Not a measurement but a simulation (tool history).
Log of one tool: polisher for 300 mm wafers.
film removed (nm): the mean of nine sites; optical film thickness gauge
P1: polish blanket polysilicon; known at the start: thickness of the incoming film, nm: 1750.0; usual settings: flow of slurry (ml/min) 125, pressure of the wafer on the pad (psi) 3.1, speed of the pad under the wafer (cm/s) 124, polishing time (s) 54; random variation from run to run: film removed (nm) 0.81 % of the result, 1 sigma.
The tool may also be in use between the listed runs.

run,day,flow of slurry (ml/min),pressure of the wafer on the pad (psi),speed of the pad under the wafer (cm/s),polishing time (s),wafers polished on this pad,hours since the slurry nozzle was cleaned,hours since the head pressure was calibrated,film removed (nm)
1,0.433,125,3.1,124,54,335,330.5,381,700.53
2,0.842,125,4.4,124,54,431,340.3,390.8,993.06
# day 0.95: slurry nozzle cleaned
3,1.15,125,3.1,124,54,504,4.8,398.2,693.13
4,1.496,125,3.1,124,54,585,13.1,406.5,691.8
5,1.871,125,3.1,68,69,673,22.1,415.5,491.52
6,2.217,125,3.1,182,54,755,30.4,423.8,1025.9
7,2.538,75,3.1,124,54,830,38.1,431.5,607.82
8,2.9,125,3.1,124,54,916,46.8,440.2,693.78
9,3.133,125,3.1,124,24,971,52.4,445.8,308.69
10,3.558,125,2,124,54,1071,62.6,456,446.61
11,4.012,160,3.1,124,54,1178,73.5,466.9,724.33
12,4.425,125,3.1,124,54,1275,83.4,476.8,695.76
13,4.825,125,3.1,62,54,1369,93,486.4,346.79
14,5.058,125,3.1,124,73,1424,98.6,492,940.28
15,5.329,125,3.1,124,54,1488,105.1,498.5,693.31
16,5.775,125,3.1,124,54,1593,115.8,509.2,665.46
# day 6.15: head pressure recalibrated
17,6.175,125,3.1,124,54,1687,125.4,0.6,649.58
18,6.421,125,3.1,124,54,1745,131.3,6.5,641.76
19,6.838,125,3.1,124,54,1843,141.3,16.5,643.47
20,7.179,125,3.1,124,54,1924,149.5,24.7,642.59
21,7.65,125,3.1,124,54,2035,160.8,36,634.74

What P1 gives has crept away from where it was. These 2 causes fit the log equally well, each at the size given:
A: removal rate lost through wear of the pad, % = 8.91
B: slurry flow missing at the pad, % = 31.7
The creep began at about day 5.329.
Why every other cause is out:
head's pressure below its setpoint, %: serviced at day 6.15, which brought nothing back

4 check runs are offered, each on 2 wafers whose results are averaged, their results left as question marks. Which one tells the causes apart?
check 1,8.121,75,4.3,124,54,,,,?
check 2,8.121,125,2.2,124,54,,,,?
check 3,8.121,125,3.1,180,54,,,,?
check 4,8.121,125,2.5,86,54,,,,?

What each check would give under each cause:
check,result,if A,if B
check 1,film removed (nm),767.64,730.03
check 2,film removed (nm),448.46,448.49
check 3,film removed (nm),917.31,917.37
check 4,film removed (nm),353.44,353.47
How far apart the two closest causes lie, in the result that separates them most: check 1 5.02 %; check 2 0.01 %; check 3 0.01 %; check 4 0.01 %
Only check 1 tells the causes apart: in the others they would give nearly the same result.

Check 1 was then run and gave: film removed (nm) 736.17. Which cause is it?

It is B: slurry flow missing at the pad, %.
